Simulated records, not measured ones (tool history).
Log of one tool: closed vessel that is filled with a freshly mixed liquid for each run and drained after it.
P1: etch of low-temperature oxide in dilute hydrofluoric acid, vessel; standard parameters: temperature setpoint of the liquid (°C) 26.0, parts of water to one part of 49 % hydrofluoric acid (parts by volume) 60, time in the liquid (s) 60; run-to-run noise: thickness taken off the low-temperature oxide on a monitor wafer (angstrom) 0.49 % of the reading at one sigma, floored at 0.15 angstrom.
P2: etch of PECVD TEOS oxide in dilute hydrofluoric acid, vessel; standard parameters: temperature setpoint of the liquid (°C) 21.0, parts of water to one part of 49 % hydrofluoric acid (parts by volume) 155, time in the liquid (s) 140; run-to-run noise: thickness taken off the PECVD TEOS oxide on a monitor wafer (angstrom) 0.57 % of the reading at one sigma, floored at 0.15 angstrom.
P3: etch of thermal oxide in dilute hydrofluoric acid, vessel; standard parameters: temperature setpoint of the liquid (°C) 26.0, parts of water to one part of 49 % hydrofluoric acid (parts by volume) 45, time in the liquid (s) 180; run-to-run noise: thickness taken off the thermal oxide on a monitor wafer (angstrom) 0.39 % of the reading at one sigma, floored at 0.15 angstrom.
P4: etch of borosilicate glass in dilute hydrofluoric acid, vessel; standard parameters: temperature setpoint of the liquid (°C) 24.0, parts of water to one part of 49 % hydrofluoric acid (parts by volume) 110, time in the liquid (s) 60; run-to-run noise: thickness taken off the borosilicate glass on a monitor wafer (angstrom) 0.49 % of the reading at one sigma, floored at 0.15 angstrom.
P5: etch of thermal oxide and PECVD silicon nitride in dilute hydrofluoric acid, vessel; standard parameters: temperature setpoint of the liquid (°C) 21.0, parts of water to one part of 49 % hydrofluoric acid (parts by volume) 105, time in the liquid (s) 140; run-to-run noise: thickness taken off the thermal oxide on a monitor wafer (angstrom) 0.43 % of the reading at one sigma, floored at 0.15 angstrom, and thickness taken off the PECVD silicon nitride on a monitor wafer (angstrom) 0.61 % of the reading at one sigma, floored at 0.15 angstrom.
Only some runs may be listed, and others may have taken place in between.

| run | day | process that ran | temperature setpoint of the liquid (°C) | parts of water to one part of 49 % hydrofluoric acid (parts by volume) | time in the liquid (s) | hours since the thermometer was replaced | hours since the hydrofluoric acid flow meter was replaced | thickness taken off the low-temperature oxide on a monitor wafer (angstrom) | thickness taken off the PECVD TEOS oxide on a monitor wafer (angstrom) | thickness taken off the borosilicate glass on a monitor wafer (angstrom) | thickness taken off the thermal oxide on a monitor wafer (angstrom) | thickness taken off the PECVD silicon nitride on a monitor wafer (angstrom) |
|---|---|---|---|---|---|---|---|---|---|---|---|---|
| 1 | 0.158 | P1 | 26.0 | 60 | 60 | 539.2 | 476.6 | 239.610 |  |  |  |  |
| 2 | 0.308 | P2 | 21.0 | 65 | 140 | 542.8 | 480.2 |  | 472.510 |  |  |  |
| 3 | 0.425 | P4 | 24.0 | 110 | 60 | 545.6 | 483.0 |  |  | 306.73 |  |  |
| 4 | 0.579 | P5 | 21.0 | 105 | 140 | 549.3 | 486.7 |  |  |  | 52.881 | 39.7370 |
| 5 | 0.754 | P1 | 26.0 | 60 | 115 | 553.5 | 490.9 | 453.030 |  |  |  |  |
| 6 | 0.879 | P1 | 26.0 | 95 | 60 | 556.5 | 493.9 | 143.470 |  |  |  |  |
| 7 | 1.058 | P1 | 26.0 | 20 | 60 | 560.8 | 498.2 | 759.270 |  |  |  |  |
| 8 | 1.212 | P3 | 26.0 | 45 | 180 | 564.5 | 501.9 |  |  |  | 210.260 |  |
| 9 | 1.412 | P5 | 21.0 | 105 | 140 | 569.3 | 506.7 |  |  |  | 52.653 | 40.4060 |
| 10 | 1.617 | P4 | 24.0 | 110 | 115 | 574.2 | 511.6 |  |  | 583.14 |  |  |
|  | 1.762 | hydrofluoric acid flow meter replaced |
| 11 | 1.871 | P3 | 30.0 | 45 | 180 | 580.3 | 2.7 |  |  |  | 248.080 |  |
| 12 | 2.033 | P1 | 26.0 | 60 | 60 | 584.2 | 6.6 | 240.020 |  |  |  |  |
| 13 | 2.279 | P1 | 19.5 | 60 | 30 | 590.1 | 12.5 | 91.486 |  |  |  |  |
| 14 | 2.521 | P1 | 26.0 | 60 | 35 | 595.9 | 18.3 | 140.670 |  |  |  |  |
| 15 | 2.654 | P1 | 20.0 | 20 | 60 | 599.1 | 21.5 | 585.410 |  |  |  |  |
| 16 | 2.808 | P1 | 31.5 | 30 | 60 | 602.8 | 25.2 | 616.040 |  |  |  |  |
| 17 | 3.021 | P5 | 21.0 | 105 | 30 | 607.9 | 30.3 |  |  |  | 11.356 | 8.7013 |
| 18 | 3.250 | P2 | 21.0 | 155 | 140 | 613.4 | 35.8 |  | 178.310 |  |  |  |
| 19 | 3.433 | P5 | 21.0 | 170 | 140 | 617.8 | 40.2 |  |  |  | 30.349 | 25.1010 |
| 20 | 3.554 | P4 | 17.0 | 110 | 60 | 620.7 | 43.1 |  |  | 230.58 |  |  |
| 21 | 3.788 | P1 | 18.5 | 60 | 60 | 626.3 | 48.7 | 174.850 |  |  |  |  |
| 22 | 3.921 | P4 | 24.0 | 200 | 60 | 629.5 | 51.9 |  |  | 150.28 |  |  |
| 23 | 4.171 | P2 | 21.0 | 155 | 30 | 635.5 | 57.9 |  | 38.557 |  |  |  |
| 24 | 4.400 | P3 | 26.0 | 45 | 355 | 641.0 | 63.4 |  |  |  | 413.150 |  |
| 25 | 4.538 | P5 | 28.5 | 105 | 140 | 644.3 | 66.7 |  |  |  | 70.998 | 65.9160 |
| 26 | 4.800 | P1 | 26.0 | 60 | 60 | 650.6 | 73.0 | 236.850 |  |  |  |  |
| 27 | 4.933 | P2 | 25.5 | 155 | 140 | 653.8 | 76.2 |  | 212.260 |  |  |  |
| 28 | 5.088 | P1 | 26.0 | 60 | 60 | 657.5 | 79.9 | 237.990 |  |  |  |  |
| 29 | 5.242 | P1 | 26.0 | 60 | 60 | 661.2 | 83.6 | 236.850 |  |  |  |  |
| 30 | 5.367 | P3 | 26.0 | 60 | 180 | 664.2 | 86.6 |  |  |  | 153.470 |  |
| 31 | 5.529 | P1 | 30.0 | 60 | 60 | 668.1 | 90.5 | 277.390 |  |  |  |  |
| 32 | 5.725 | P3 | 26.0 | 45 | 180 | 672.8 | 95.2 |  |  |  | 210.830 |  |
| 33 | 5.854 | P1 | 26.0 | 60 | 60 | 675.9 | 98.3 | 237.930 |  |  |  |  |
| 34 | 6.083 | P1 | 26.0 | 60 | 60 | 681.4 | 103.8 | 226.800 |  |  |  |  |
| 35 | 6.229 | P1 | 26.0 | 60 | 60 | 684.9 | 107.3 | 224.370 |  |  |  |  |
| 36 | 6.492 | P1 | 26.0 | 60 | 60 | 691.2 | 113.6 | 218.910 |  |  |  |  |
| 37 | 6.642 | P1 | 26.0 | 60 | 60 | 694.8 | 117.2 | 218.010 |  |  |  |  |
| 38 | 6.762 | P1 | 26.0 | 60 | 60 | 697.7 | 120.1 | 217.270 |  |  |  |  |
| 39 | 6.925 | P1 | 26.0 | 60 | 60 | 701.6 | 124.0 | 216.740 |  |  |  |  |
| 40 | 7.129 | P1 | 26.0 | 60 | 60 | 706.5 | 128.9 | 218.250 |  |  |  |  |
| 41 | 7.375 | P1 | 26.0 | 60 | 60 | 712.4 | 134.8 | 217.090 |  |  |  |  |

P1 has crept away from where it was. The log is fitted equally well by each of these 2 causes, at the sizes shown:
A: liquid colder than its thermometer reads (K) = 2.4
B: hydrofluoric acid flow below the setpoint (%) = 8.56
The onset of the drift is placed at about day 5.854.

Which of the 4 check runs listed below separates the causes, so that each cause would produce a clearly different result? Each run uses one wafer, and its results are marked with question marks.
| check 1 | 7.621 | P5 | 21.0 | 105 | 140 |  |  |  |  |  | ? | ? |
| check 2 | 7.621 | P2 | 21.0 | 155 | 140 |  |  |  | ? |  |  |  |
| check 3 | 7.621 | P3 | 26.0 | 45 | 180 |  |  |  |  |  | ? |  |
| check 4 | 7.621 | P4 | 24.0 | 110 | 60 |  |  |  |  | ? |  |  |

Check results expected under each cause:
| check | result | if A | if B |
|---|---|---|---|
| check 1 | thickness taken off the thermal oxide on a monitor wafer (angstrom) | 47.646 | 47.545 |
| check 1 | thickness taken off the PECVD silicon nitride on a monitor wafer (angstrom) | 34.1990 | 36.8910 |
| check 2 | thickness taken off the PECVD TEOS oxide on a monitor wafer (angstrom) | 162.770 | 161.260 |
| check 3 | thickness taken off the thermal oxide on a monitor wafer (angstrom) | 190.020 | 190.630 |
| check 4 | thickness taken off the borosilicate glass on a monitor wafer (angstrom) | 277.93 | 276.15 |
Separation of the two closest causes in each check, using whichever result separates them best: check 1 7.58 %; check 2 0.93 %; check 3 0.32 %; check 4 0.64 %
The other checks would show nearly matching results whichever cause is true, so check 1 is the only one that separates the causes.

Check 1 was then run and gave: thickness taken off the thermal oxide on a monitor wafer (angstrom) 47.451; thickness taken off the PECVD silicon nitride on a monitor wafer (angstrom) 36.7600. Which cause is it?

It was cause B: hydrofluoric acid flow below the setpoint (%).

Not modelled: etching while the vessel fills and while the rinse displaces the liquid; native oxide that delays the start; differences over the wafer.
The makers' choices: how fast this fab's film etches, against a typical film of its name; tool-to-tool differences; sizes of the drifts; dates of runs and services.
